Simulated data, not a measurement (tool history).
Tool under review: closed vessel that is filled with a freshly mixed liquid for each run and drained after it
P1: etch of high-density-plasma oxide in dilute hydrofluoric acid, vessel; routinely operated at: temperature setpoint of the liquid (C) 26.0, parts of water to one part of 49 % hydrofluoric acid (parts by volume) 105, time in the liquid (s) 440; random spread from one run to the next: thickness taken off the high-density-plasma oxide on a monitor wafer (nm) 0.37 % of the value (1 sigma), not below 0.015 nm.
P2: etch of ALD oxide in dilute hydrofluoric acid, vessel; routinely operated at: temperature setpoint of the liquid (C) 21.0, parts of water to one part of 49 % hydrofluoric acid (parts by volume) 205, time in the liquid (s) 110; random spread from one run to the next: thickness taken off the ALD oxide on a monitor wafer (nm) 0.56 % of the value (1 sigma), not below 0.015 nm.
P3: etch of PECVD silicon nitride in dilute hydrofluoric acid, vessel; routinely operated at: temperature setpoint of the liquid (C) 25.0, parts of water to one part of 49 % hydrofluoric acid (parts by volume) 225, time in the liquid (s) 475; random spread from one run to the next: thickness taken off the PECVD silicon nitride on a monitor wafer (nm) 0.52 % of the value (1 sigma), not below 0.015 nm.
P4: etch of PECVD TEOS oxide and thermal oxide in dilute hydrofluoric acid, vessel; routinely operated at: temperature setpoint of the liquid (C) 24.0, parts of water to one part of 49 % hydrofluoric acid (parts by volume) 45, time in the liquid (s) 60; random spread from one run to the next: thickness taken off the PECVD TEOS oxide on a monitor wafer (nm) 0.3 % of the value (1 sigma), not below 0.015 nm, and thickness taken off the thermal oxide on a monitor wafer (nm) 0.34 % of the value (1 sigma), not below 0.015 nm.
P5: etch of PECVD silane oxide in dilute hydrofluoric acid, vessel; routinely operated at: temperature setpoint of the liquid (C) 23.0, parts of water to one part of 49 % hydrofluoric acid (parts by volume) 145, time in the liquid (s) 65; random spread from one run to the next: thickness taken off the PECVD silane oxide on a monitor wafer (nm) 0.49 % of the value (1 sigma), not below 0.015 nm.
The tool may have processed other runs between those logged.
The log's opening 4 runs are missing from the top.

run   hour  process that ran  temperature setpoint of the liquid (C)  parts of water to one part of 49 % hydrofluoric acid (parts by volume)  time in the liquid (s)  hours since the thermometer was replaced  hours since the hydrofluoric acid flow meter was replaced  thickness taken off the high-density-plasma oxide on a monitor wafer (nm)  thickness taken off the ALD oxide on a monitor wafer (nm)  thickness taken off the PECVD silicon nitride on a monitor wafer (nm)  thickness taken off the PECVD silane oxide on a monitor wafer (nm)  thickness taken off the PECVD TEOS oxide on a monitor wafer (nm)  thickness taken off the thermal oxide on a monitor wafer (nm)
  5   37.3                P4                                    24.0                                                                      45                      30                                    1170.9                                                      838.4                                                                                                                                                                                                                                                                                                                                             20.102                                                         3.5401
  6   44.1                P5                                    23.0                                                                     145                      65                                    1177.7                                                      845.2                                                                                                                                                                                                                                                                          12.5060
  7   49.7                P1                                    26.0                                                                      45                     440                                    1183.3                                                      850.8                                                                    59.2350
  8   59.1                P2                                    21.0                                                                      45                     110                                    1192.7                                                      860.2                                                                                                                               39.2440
  9   67.3                P1                                    26.0                                                                     105                     440                                    1200.9                                                      868.4                                                                    23.4580
 10   78.3                P1                                    26.0                                                                     105                     665                                    1211.9                                                      879.4                                                                    35.3550
 11   86.8                P4                                    24.0                                                                      70                      60                                    1220.4                                                      887.9                                                                                                                                                                                                                                                                                                                                             25.148                                                         4.4004
 12   93.5                P1                                    26.0                                                                     105                     440                                    1227.1                                                      894.6                                                                    23.4000
 13   99.7                P1                                    26.0                                                                     105                     440                                    1233.3                                                      900.8                                                                    23.3940
 14  104.7                P1                                    21.5                                                                     105                     440                                    1238.3                                                      905.8                                                                    19.5960
 15  111.5                P1                                    26.0                                                                     170                     440                                    1245.1                                                      912.6                                                                    13.3510
 16  121.0                P5                                    23.0                                                                     145                      30                                    1254.6                                                      922.1                                                                                                                                                                                                                                                                           5.8129
 17  126.2                P3                                    25.0                                                                     225                     475                                    1259.8                                                      927.3                                                                                                                                                                                                       7.4288
 18  130.9                P1                                    26.0                                                                      60                      75                                    1264.5                                                      932.0                                                                     7.4163
 19  141.8                P3                                    25.0                                                                     225                     225                                    1275.4                                                      942.9                                                                                                                                                                                                       3.4472
 20  149.9                P4                                    24.0                                                                      45                      60                                    1283.5                                                      951.0                                                                                                                                                                                                                                                                                                                                             40.447                                                         7.0582
 21  155.2                P5                                    23.0                                                                     210                      65                                    1288.8                                                      956.3                                                                                                                                                                                                                                                                           8.0725
 22  160.7                P4                                    32.0                                                                      45                      60                                    1294.3                                                      961.8                                                                                                                                                                                                                                                                                                                                             55.489                                                         9.6894

For run 23, what comes out?
 23  170.7                P5                                    23.0                                                                     145                      65                                    1304.3                                                      971.8                                                                                                                                                                                                                                                                                ?

Run 23 came out at thickness taken off the PECVD silane oxide on a monitor wafer (nm) 12.4400.
